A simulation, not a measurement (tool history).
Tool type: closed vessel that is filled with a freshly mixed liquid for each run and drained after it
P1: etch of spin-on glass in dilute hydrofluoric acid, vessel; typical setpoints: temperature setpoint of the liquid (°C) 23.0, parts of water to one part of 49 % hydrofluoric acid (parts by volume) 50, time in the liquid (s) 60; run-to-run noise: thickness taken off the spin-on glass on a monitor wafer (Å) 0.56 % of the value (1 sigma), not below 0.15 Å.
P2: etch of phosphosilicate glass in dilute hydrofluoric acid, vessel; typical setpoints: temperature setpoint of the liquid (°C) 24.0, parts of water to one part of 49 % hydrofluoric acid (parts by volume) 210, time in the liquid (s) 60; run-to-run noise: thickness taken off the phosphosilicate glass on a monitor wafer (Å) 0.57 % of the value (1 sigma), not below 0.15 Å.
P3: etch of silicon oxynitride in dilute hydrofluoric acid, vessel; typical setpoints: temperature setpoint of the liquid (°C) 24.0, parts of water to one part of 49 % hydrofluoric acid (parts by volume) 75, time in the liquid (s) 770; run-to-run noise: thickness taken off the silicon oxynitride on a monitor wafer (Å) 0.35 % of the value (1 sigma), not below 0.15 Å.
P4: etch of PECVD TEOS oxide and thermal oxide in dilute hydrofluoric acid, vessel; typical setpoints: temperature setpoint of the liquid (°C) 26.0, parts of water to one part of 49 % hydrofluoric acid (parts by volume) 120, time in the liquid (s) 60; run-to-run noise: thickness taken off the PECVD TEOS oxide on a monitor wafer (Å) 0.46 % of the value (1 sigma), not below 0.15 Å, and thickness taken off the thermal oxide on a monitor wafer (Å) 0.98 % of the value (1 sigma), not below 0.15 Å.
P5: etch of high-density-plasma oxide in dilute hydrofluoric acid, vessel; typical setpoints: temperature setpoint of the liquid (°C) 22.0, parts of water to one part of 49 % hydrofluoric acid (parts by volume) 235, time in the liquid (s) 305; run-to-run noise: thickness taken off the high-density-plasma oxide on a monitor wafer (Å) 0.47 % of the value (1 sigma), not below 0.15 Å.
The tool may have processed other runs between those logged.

| run | hour | process that ran | temperature setpoint of the liquid (°C) | parts of water to one part of 49 % hydrofluoric acid (parts by volume) | time in the liquid (s) | hours since the thermometer was replaced | hours since the hydrofluoric acid flow meter was replaced | thickness taken off the spin-on glass on a monitor wafer (Å) | thickness taken off the PECVD TEOS oxide on a monitor wafer (Å) | thickness taken off the thermal oxide on a monitor wafer (Å) | thickness taken off the high-density-plasma oxide on a monitor wafer (Å) | thickness taken off the phosphosilicate glass on a monitor wafer (Å) | thickness taken off the silicon oxynitride on a monitor wafer (Å) |
|---|---|---|---|---|---|---|---|---|---|---|---|---|---|
| 1 | 6.4 | P1 | 23.0 | 50 | 60 | 866.2 | 346.3 | 576.01 |  |  |  |  |  |
| 2 | 14.1 | P1 | 23.0 | 50 | 60 | 873.9 | 354.0 | 578.08 |  |  |  |  |  |
| 3 | 24.4 | P4 | 26.0 | 120 | 60 | 884.2 | 364.3 |  | 86.959 | 25.250 |  |  |  |
| 4 | 34.4 | P1 | 23.0 | 50 | 60 | 894.2 | 374.3 | 583.57 |  |  |  |  |  |
| 5 | 42.1 | P1 | 23.0 | 50 | 90 | 901.9 | 382.0 | 864.87 |  |  |  |  |  |
| 6 | 53.5 | P4 | 26.0 | 120 | 90 | 913.3 | 393.4 |  | 130.720 | 37.529 |  |  |  |
| 7 | 64.6 | P4 | 26.0 | 35 | 60 | 924.4 | 404.5 |  | 336.260 | 92.543 |  |  |  |
| 8 | 77.5 | P5 | 22.0 | 235 | 305 | 937.3 | 417.4 |  |  |  | 118.720 |  |  |
| 9 | 91.1 | P2 | 24.0 | 45 | 60 | 950.9 | 431.0 |  |  |  |  | 1737.00 |  |
| 10 | 104.8 | P4 | 26.0 | 120 | 60 | 964.6 | 444.7 |  | 87.126 | 24.979 |  |  |  |
| 11 | 117.5 | P1 | 23.0 | 85 | 60 | 977.3 | 457.4 | 324.94 |  |  |  |  |  |
| 12 | 129.6 | P2 | 24.0 | 210 | 60 | 989.4 | 469.5 |  |  |  |  | 300.54 |  |
| 13 | 137.5 | P1 | 29.5 | 50 | 60 | 997.3 | 477.4 | 756.07 |  |  |  |  |  |
| 14 | 149.8 | P1 | 17.0 | 50 | 60 | 1009.6 | 489.7 | 449.00 |  |  |  |  |  |
| 15 | 159.4 | P5 | 22.0 | 235 | 140 | 1019.2 | 499.3 |  |  |  | 54.347 |  |  |
|  | 166.4 | thermometer replaced |
| 16 | 173.2 | P1 | 23.0 | 50 | 60 | 6.8 | 513.1 | 578.45 |  |  |  |  |  |
| 17 | 184.6 | P5 | 29.5 | 235 | 305 | 18.2 | 524.5 |  |  |  | 155.250 |  |  |
| 18 | 194.6 | P4 | 19.0 | 120 | 60 | 28.2 | 534.5 |  | 66.062 | 18.663 |  |  |  |
| 19 | 202.0 | P1 | 30.0 | 50 | 30 | 35.6 | 541.9 | 379.97 |  |  |  |  |  |
| 20 | 211.6 | P1 | 29.5 | 30 | 60 | 45.2 | 551.5 | 1289.30 |  |  |  |  |  |
| 21 | 223.6 | P2 | 24.0 | 210 | 115 | 57.2 | 563.5 |  |  |  |  | 581.02 |  |
|  | 229.8 | hydrofluoric acid flow meter replaced |
| 22 | 236.7 | P3 | 24.0 | 75 | 110 | 70.3 | 7.0 |  |  |  |  |  | 21.367 |
| 23 | 246.2 | P5 | 22.0 | 125 | 305 | 79.8 | 16.5 |  |  |  | 252.230 |  |  |
| 24 | 259.6 | P2 | 17.0 | 210 | 60 | 93.2 | 29.9 |  |  |  |  | 235.03 |  |
| 25 | 269.6 | P1 | 23.0 | 50 | 60 | 103.2 | 39.9 | 581.54 |  |  |  |  |  |
| 26 | 279.1 | P5 | 22.0 | 235 | 305 | 112.7 | 49.4 |  |  |  | 120.200 |  |  |
| 27 | 287.3 | P3 | 32.0 | 75 | 770 | 120.9 | 57.6 |  |  |  |  |  | 218.360 |
| 28 | 301.2 | P1 | 23.0 | 50 | 60 | 134.8 | 71.5 | 572.69 |  |  |  |  |  |
| 29 | 314.8 | P1 | 23.0 | 20 | 60 | 148.4 | 85.1 | 1501.10 |  |  |  |  |  |

Run 30 has not been measured yet. What should we expect?
| 30 | 323.5 | P3 | 24.0 | 75 | 770 | 157.1 | 93.8 |  |  |  |  |  | ? |

thickness taken off the silicon oxynitride on a monitor wafer (Å): 150.030

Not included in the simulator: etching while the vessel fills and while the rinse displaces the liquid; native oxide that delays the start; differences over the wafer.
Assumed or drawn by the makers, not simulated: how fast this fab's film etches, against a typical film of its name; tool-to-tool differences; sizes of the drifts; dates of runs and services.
